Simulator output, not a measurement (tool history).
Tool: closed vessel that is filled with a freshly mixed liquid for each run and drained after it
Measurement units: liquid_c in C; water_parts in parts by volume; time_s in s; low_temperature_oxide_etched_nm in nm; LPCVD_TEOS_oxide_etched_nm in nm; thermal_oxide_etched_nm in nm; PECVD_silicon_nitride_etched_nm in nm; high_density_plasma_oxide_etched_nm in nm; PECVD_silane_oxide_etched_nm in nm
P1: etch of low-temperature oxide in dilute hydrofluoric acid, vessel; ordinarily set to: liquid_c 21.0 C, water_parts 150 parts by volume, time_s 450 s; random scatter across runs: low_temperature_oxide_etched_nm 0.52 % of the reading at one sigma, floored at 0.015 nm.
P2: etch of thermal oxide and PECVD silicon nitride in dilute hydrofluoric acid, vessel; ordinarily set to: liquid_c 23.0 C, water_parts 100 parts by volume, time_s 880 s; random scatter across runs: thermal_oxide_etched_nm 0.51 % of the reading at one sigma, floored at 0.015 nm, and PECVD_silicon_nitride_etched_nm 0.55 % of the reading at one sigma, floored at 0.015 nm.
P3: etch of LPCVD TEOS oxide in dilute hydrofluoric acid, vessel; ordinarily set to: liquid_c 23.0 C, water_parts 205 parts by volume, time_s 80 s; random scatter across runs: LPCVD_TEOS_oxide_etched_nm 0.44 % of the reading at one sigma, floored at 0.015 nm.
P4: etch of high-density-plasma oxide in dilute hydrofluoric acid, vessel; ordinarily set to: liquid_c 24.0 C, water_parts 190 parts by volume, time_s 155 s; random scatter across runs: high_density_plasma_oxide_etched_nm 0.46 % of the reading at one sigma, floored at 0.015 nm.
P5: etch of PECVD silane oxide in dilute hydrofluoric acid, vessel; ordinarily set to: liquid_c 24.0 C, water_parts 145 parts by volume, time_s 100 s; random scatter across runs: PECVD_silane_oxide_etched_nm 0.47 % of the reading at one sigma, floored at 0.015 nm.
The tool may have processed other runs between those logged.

run,hour,process,liquid_c,water_parts,time_s,hours since the thermometer was replaced,hours since the hydrofluoric acid flow meter was replaced,low_temperature_oxide_etched_nm,LPCVD_TEOS_oxide_etched_nm,thermal_oxide_etched_nm,PECVD_silicon_nitride_etched_nm,high_density_plasma_oxide_etched_nm,PECVD_silane_oxide_etched_nm
1,4.9,P1,21.0,150,450,304.6,648.9,27.6050,,,,,
2,9.4,P3,23.0,205,80,309.1,653.4,,10.135,,,,
3,13.0,P2,23.0,45,880,312.7,657.0,,,98.633,63.913,,
4,18.0,P4,24.0,190,155,317.7,662.0,,,,,4.7805,
5,23.9,P1,21.0,215,90,323.6,667.9,3.5419,,,,,
6,29.3,P3,23.0,100,80,329.0,673.3,,23.341,,,,
7,33.2,P2,29.5,100,880,332.9,677.2,,,53.572,44.137,,
# hour 36.0: thermometer replaced
8,38.4,P1,21.0,150,795,2.4,682.4,48.4920,,,,,
9,41.7,P1,21.0,240,450,5.7,685.7,15.6370,,,,,
10,44.6,P1,28.0,150,450,8.6,688.6,35.8910,,,,,
11,47.5,P1,21.0,150,450,11.5,691.5,27.1700,,,,,
12,50.9,P1,21.0,150,450,14.9,694.9,26.9610,,,,,
13,56.6,P5,24.0,240,100,20.6,700.6,,,,,,18.636
14,62.4,P3,23.0,205,80,26.4,706.4,,10.139,,,,
15,67.8,P2,23.0,100,880,31.8,711.8,,,41.161,29.099,,
16,72.8,P5,24.0,145,100,36.8,716.8,,,,,,33.869
17,77.5,P1,21.0,150,175,41.5,721.5,10.6390,,,,,
18,81.1,P3,30.5,205,80,45.1,725.1,,13.357,,,,
19,84.6,P4,24.0,310,155,48.6,728.6,,,,,2.5679,
20,87.2,P4,24.0,190,280,51.2,731.2,,,,,8.6019,
21,89.8,P5,24.0,145,30,53.8,733.8,,,,,,10.191
22,93.9,P1,21.0,150,450,57.9,737.9,27.5670,,,,,
23,99.6,P5,28.0,145,100,63.6,743.6,,,,,,39.582
24,104.5,P1,27.0,75,450,68.5,748.5,76.1280,,,,,
25,107.5,P1,21.0,65,450,71.5,751.5,69.6880,,,,,
26,113.3,P4,24.0,190,155,77.3,757.3,,,,,4.7392,
27,116.9,P1,21.0,150,450,80.9,760.9,27.3710,,,,,
28,121.1,P4,19.5,190,155,85.1,765.1,,,,,3.9743,
29,126.3,P3,23.0,205,30,90.3,770.3,,3.820,,,,
30,132.1,P2,23.0,100,345,96.1,776.1,,,16.310,11.475,,
31,135.8,P1,21.0,150,450,99.8,779.8,27.2820,,,,,
32,141.4,P1,17.0,150,450,105.4,785.4,23.1790,,,,,
33,146.1,P1,21.0,150,450,110.1,790.1,27.5060,,,,,
34,150.9,P1,21.0,150,450,114.9,794.9,27.1000,,,,,
35,155.1,P1,21.0,150,450,119.1,799.1,26.0290,,,,,
36,159.9,P1,21.0,150,450,123.9,803.9,25.3200,,,,,
37,165.3,P1,21.0,150,450,129.3,809.3,25.1740,,,,,
38,169.8,P1,21.0,150,450,133.8,813.8,24.7990,,,,,
39,174.0,P1,21.0,150,450,138.0,818.0,24.9850,,,,,
40,177.3,P1,21.0,150,450,141.3,821.3,24.8910,,,,,

P1 has crept away from where it was. The log is fitted equally well by each of these 2 causes, at the sizes shown:
A: liquid colder than its thermometer reads (K) = 2.37
B: hydrofluoric acid flow below the setpoint (%) = 7.77
The gradual shift began around hour 150.9.

4 check runs are offered, one wafer each, their results left as question marks. Which one tells the causes apart?
check 1,180.6,P5,24.0,145,100,,,,,,,,?
check 2,180.6,P4,24.0,190,155,,,,,,,?,
check 3,180.6,P2,23.0,100,880,,,,,?,?,,
check 4,180.6,P3,23.0,205,80,,,,?,,,,

How each check would come out, cause by cause:
check,result,if A,if B
check 1,PECVD_silane_oxide_etched_nm,30.972,30.884
check 2,high_density_plasma_oxide_etched_nm,4.3365,4.2984
check 3,thermal_oxide_etched_nm,37.694,37.879
check 3,PECVD_silicon_nitride_etched_nm,24.989,27.054
check 4,LPCVD_TEOS_oxide_etched_nm,9.2890,9.2028
Gap, in per cent, between the two causes that each check separates least, read from the result that separates them most: check 1 0.29 %; check 2 0.88 %; check 3 7.94 %; check 4 0.93 %
Check 3 is the one run that separates the causes; every other check would come out nearly the same whichever cause is at work.

Then check 3 was run and gave: thermal_oxide_etched_nm 37.754 nm; PECVD_silicon_nitride_etched_nm 26.728 nm. Which cause is it?

It was cause B: hydrofluoric acid flow below the setpoint (%).
